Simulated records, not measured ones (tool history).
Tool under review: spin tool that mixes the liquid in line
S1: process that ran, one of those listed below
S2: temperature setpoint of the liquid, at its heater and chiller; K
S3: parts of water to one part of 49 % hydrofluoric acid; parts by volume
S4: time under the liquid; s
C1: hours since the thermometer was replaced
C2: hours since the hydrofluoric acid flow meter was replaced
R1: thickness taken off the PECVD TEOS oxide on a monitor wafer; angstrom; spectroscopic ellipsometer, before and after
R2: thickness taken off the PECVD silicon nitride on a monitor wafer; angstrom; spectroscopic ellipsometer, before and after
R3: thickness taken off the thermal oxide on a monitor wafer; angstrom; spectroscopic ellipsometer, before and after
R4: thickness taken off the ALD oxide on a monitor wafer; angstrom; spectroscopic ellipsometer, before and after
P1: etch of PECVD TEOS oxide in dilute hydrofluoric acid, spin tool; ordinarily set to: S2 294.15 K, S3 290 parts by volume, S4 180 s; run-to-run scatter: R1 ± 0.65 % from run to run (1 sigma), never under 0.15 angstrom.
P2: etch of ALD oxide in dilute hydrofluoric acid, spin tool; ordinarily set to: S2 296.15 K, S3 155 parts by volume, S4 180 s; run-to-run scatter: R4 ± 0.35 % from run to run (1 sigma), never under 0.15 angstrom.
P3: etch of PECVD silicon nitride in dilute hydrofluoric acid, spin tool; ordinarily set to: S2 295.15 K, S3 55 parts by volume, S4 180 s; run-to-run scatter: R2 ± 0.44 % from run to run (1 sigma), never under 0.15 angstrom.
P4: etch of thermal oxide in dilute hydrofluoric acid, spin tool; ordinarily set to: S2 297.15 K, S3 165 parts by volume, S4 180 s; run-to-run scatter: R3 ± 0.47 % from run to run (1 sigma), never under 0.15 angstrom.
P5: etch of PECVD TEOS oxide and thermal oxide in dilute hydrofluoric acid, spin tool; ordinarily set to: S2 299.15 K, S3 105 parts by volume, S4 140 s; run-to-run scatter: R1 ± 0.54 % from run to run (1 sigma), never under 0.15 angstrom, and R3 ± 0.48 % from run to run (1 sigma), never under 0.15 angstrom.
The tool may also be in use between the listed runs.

Run 1, hour 7.5: S1 P1, S2 294.15 K, S3 290 parts by volume, S4 180 s; C1 1696.8; C2 388.2. Result: R1 37.3050 angstrom.
Run 2, hour 20.4: S1 P3, S2 302.65 K, S3 55 parts by volume, S4 180 s; C1 1709.7; C2 401.1. Result: R2 151.950 angstrom.
Run 3, hour 28.1: S1 P1, S2 294.15 K, S3 290 parts by volume, S4 325 s; C1 1717.4; C2 408.8. Result: R1 67.1880 angstrom.
Run 4, hour 36.3: S1 P4, S2 297.15 K, S3 165 parts by volume, S4 180 s; C1 1725.6; C2 417.0. Result: R3 49.812 angstrom.
Run 5, hour 45.6: S1 P4, S2 297.15 K, S3 165 parts by volume, S4 180 s; C1 1734.9; C2 426.3. Result: R3 49.865 angstrom.
Run 6, hour 55.4: S1 P4, S2 297.15 K, S3 80 parts by volume, S4 180 s; C1 1744.7; C2 436.1. Result: R3 114.560 angstrom.
Run 7, hour 65.5: S1 P1, S2 290.15 K, S3 290 parts by volume, S4 180 s; C1 1754.8; C2 446.2. Result: R1 32.2570 angstrom.
Run 8, hour 74.3: S1 P1, S2 294.15 K, S3 290 parts by volume, S4 180 s; C1 1763.6; C2 455.0. Result: R1 37.4990 angstrom.
Run 9, hour 89.1: S1 P3, S2 295.15 K, S3 55 parts by volume, S4 180 s; C1 1778.4; C2 469.8. Result: R2 92.561 angstrom.
Run 10, hour 103.1: S1 P1, S2 294.15 K, S3 290 parts by volume, S4 15 s; C1 1792.4; C2 483.8. Result: R1 3.1567 angstrom.
Run 11, hour 117.2: S1 P2, S2 296.15 K, S3 155 parts by volume, S4 180 s; C1 1806.5; C2 497.9. Result: R4 353.11 angstrom.
Run 12, hour 129.1: S1 P3, S2 295.15 K, S3 55 parts by volume, S4 180 s; C1 1818.4; C2 509.8. Result: R2 92.279 angstrom.
Run 13, hour 139.9: S1 P1, S2 294.15 K, S3 520 parts by volume, S4 25 s; C1 1829.2; C2 520.6. Result: R1 2.3627 angstrom.
Run 14, hour 147.6: S1 P5, S2 292.15 K, S3 105 parts by volume, S4 140 s; C1 1836.9; C2 528.3. Result: R1 216.5500 angstrom, R3 50.731 angstrom.
Run 15, hour 161.3: S1 P1, S2 294.15 K, S3 290 parts by volume, S4 180 s; C1 1850.6; C2 542.0. Result: R1 37.4100 angstrom.
Run 16, hour 168.2: S1 P2, S2 290.15 K, S3 155 parts by volume, S4 180 s; C1 1857.5; C2 548.9. Result: R4 278.14 angstrom.
Run 17, hour 181.4: S1 P1, S2 297.65 K, S3 75 parts by volume, S4 180 s; C1 1870.7; C2 562.1. Result: R1 207.9700 angstrom.
Run 18, hour 194.6: S1 P5, S2 299.15 K, S3 105 parts by volume, S4 140 s; C1 1883.9; C2 575.3. Result: R1 288.7800 angstrom, R3 66.332 angstrom.
Run 19, hour 202.4: S1 P3, S2 295.15 K, S3 55 parts by volume, S4 350 s; C1 1891.7; C2 583.1. Result: R2 178.790 angstrom.
Run 20, hour 211.0: S1 P1, S2 294.15 K, S3 160 parts by volume, S4 180 s; C1 1900.3; C2 591.7. Result: R1 77.3520 angstrom.

Expected results for the next run?
At hour 223.2: hydrofluoric acid flow meter replaced.
Run 21, hour 224.4: S1 P1, S2 294.15 K, S3 505 parts by volume, S4 180 s; C1 1913.7; C2 1.2. Result: R1 ?.

R1: 17.4780 angstrom
